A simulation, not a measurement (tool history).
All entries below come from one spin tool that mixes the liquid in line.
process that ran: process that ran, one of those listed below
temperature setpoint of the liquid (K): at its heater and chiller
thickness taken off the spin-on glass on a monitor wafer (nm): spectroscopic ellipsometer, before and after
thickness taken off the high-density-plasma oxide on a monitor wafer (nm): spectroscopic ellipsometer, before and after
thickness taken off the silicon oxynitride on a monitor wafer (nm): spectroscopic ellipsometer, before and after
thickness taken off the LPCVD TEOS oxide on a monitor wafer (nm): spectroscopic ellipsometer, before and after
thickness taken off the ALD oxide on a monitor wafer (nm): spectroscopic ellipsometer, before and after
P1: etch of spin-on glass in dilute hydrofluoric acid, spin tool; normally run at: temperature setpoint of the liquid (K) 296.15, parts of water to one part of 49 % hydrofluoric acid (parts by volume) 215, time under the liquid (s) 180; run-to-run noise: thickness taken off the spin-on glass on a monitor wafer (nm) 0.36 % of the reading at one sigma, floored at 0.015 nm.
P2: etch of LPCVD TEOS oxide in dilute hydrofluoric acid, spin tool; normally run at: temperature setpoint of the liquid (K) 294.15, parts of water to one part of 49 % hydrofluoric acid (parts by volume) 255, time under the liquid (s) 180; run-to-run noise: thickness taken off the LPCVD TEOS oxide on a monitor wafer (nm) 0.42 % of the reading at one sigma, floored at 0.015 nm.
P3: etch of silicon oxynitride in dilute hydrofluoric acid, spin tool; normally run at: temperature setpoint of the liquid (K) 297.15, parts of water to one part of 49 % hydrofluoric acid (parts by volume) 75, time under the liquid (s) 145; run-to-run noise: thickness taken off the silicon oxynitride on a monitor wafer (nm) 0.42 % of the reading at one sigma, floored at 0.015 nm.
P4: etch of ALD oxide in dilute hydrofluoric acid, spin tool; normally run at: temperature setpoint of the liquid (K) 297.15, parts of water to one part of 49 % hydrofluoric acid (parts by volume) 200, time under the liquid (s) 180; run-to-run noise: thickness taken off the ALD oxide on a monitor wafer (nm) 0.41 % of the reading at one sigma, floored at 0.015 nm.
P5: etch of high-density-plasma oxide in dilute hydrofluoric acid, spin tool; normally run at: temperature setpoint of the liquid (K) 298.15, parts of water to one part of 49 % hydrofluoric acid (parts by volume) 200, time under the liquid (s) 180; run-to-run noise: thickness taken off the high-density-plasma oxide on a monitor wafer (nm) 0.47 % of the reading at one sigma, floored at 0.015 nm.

run   hour  process that ran  temperature setpoint of the liquid (K)  parts of water to one part of 49 % hydrofluoric acid (parts by volume)  time under the liquid (s)  thickness taken off the spin-on glass on a monitor wafer (nm)  thickness taken off the high-density-plasma oxide on a monitor wafer (nm)  thickness taken off the silicon oxynitride on a monitor wafer (nm)  thickness taken off the LPCVD TEOS oxide on a monitor wafer (nm)  thickness taken off the ALD oxide on a monitor wafer (nm)
  1    3.7                P1                                  296.15                                                                     215                        180                                                         33.267
  2    8.5                P5                                  298.15                                                                     200                        180                                                                                                                                   4.21820
  3   12.1                P1                                  296.15                                                                     215                        180                                                         33.155
  4   16.3                P3                                  297.15                                                                     130                        145                                                                                                                                                                                                        5.2067
  5   19.0                P3                                  297.15                                                                      75                        145                                                                                                                                                                                                        9.4423
  6   22.7                P2                                  294.15                                                                     395                        180                                                                                                                                                                                                                                                                          14.192
  7   26.5                P2                                  301.15                                                                     255                        180                                                                                                                                                                                                                                                                          31.801
  8   29.0                P4                                  297.15                                                                     200                        180                                                                                                                                                                                                                                                                                                                                    12.5070
  9   31.4                P5                                  298.15                                                                     200                         40                                                                                                                                   0.95685
 10   35.9                P2                                  294.15                                                                     255                        180                                                                                                                                                                                                                                                                          24.608
 11   39.6                P3                                  297.15                                                                      75                         25                                                                                                                                                                                                        1.6339
 12   44.1                P3                                  297.15                                                                      75                        145                                                                                                                                                                                                        9.4016
 13   47.7                P5                                  305.65                                                                     200                        180                                                                                                                                   5.51200
 14   52.2                P1                                  296.15                                                                     215                        180                                                         33.128
 15   54.9                P1                                  302.15                                                                     215                        180                                                         41.276
 16   57.2                P4                                  297.15                                                                     200                        320                                                                                                                                                                                                                                                                                                                                    22.4100
 17   60.6                P1                                  296.15                                                                     385                        180                                                         15.627
 18   64.5                P5                                  298.15                                                                     200                        180                                                                                                                                   4.25900
 19   69.3                P4                                  291.15                                                                     200                        180                                                                                                                                                                                                                                                                                                                                     9.8765
 20   73.4                P2                                  294.15                                                                     255                        180                                                                                                                                                                                                                                                                          24.761
 21   76.7                P4                                  297.15                                                                     200                        180                                                                                                                                                                                                                                                                                                                                    12.5340
 22   79.3                P4                                  297.15                                                                      85                        180                                                                                                                                                                                                                                                                                                                                    33.2250
 23   84.4                P5                                  298.15                                                                     315                        180                                                                                                                                   2.40980
 24   87.9                P1                                  296.15                                                                     215                        180                                                         33.064
 25   90.2                P1                                  296.15                                                                     215                        325                                                         59.542
 26   92.9                P1                                  302.65                                                                     215                        315                                                         73.232
 27   95.5                P1                                  296.15                                                                     215                        180                                                         33.166
 28   99.5                P1                                  296.15                                                                      90                        180                                                         90.667
 29  103.4                P2                                  294.15                                                                     255                        285                                                                                                                                                                                                                                                                          39.073
 30  107.4                P1                                  291.65                                                                     215                        180                                                         27.897
 31  111.2                P1                                  296.15                                                                     215                         75                                                         13.845
 32  115.4                P1                                  292.65                                                                     325                        180                                                         17.467
 33  119.7                P3                                  290.15                                                                      75                        145                                                                                                                                                                                                        6.6738
 34  122.1                P1                                  296.15                                                                     215                        180                                                         33.098
 35  125.3                P1                                  296.15                                                                     215                        180                                                         31.816
 36  129.5                P1                                  296.15                                                                     215                        180                                                         30.920
 37  132.2                P1                                  296.15                                                                     215                        180                                                         30.798
 38  137.0                P1                                  296.15                                                                     215                        180                                                         30.529
 39  141.5                P1                                  296.15                                                                     215                        180                                                         30.348
 40  145.7                P1                                  296.15                                                                     215                        180                                                         30.380

P1 no longer gives what it gave before; its output has crept away from where it was. The following 2 causes, each at its listed size, fit the log equally well:
A: liquid colder than its thermometer reads (K) = 2.38
B: hydrofluoric acid flow below the setpoint (%) = 6.99
Onset of the creep was near hour 122.1.

Which of the 4 check runs listed below separates the causes, so that each cause would produce a clearly different result? Each run uses one wafer, and its results are marked with question marks.
check 1  149.9                P2                                  294.15                                                                     255                        180                                                                                                                                                                                                                                                                               ?
check 2  149.9                P5                                  298.15                                                                     200                        180                                                                                                                                         ?
check 3  149.9                P4                                  297.15                                                                     200                        180                                                                                                                                                                                                                                                                                                                                          ?
check 4  149.9                P3                                  297.15                                                                      75                        145                                                                                                                                                                                                             ?

Predicted outcomes, by check and by cause:
  check                                                                     result     if A     if B
check 1           thickness taken off the LPCVD TEOS oxide on a monitor wafer (nm)   22.740   22.712
check 2  thickness taken off the high-density-plasma oxide on a monitor wafer (nm)  3.88350  3.88080
check 3                  thickness taken off the ALD oxide on a monitor wafer (nm)  11.4030  11.4110
check 4         thickness taken off the silicon oxynitride on a monitor wafer (nm)   8.4057   8.7320
Smallest distance between any two causes, each pair judged by its most separating result, in per cent: check 1 0.12 %; check 2 0.07 %; check 3 0.06 %; check 4 3.81 %
Only check 4 tells the causes apart: in the others they would give nearly the same result.

The results of check 4 are: thickness taken off the silicon oxynitride on a monitor wafer (nm) 8.4010. Based on these, which of the listed causes is it?

Of the candidate causes, it is A: liquid colder than its thermometer reads (K).
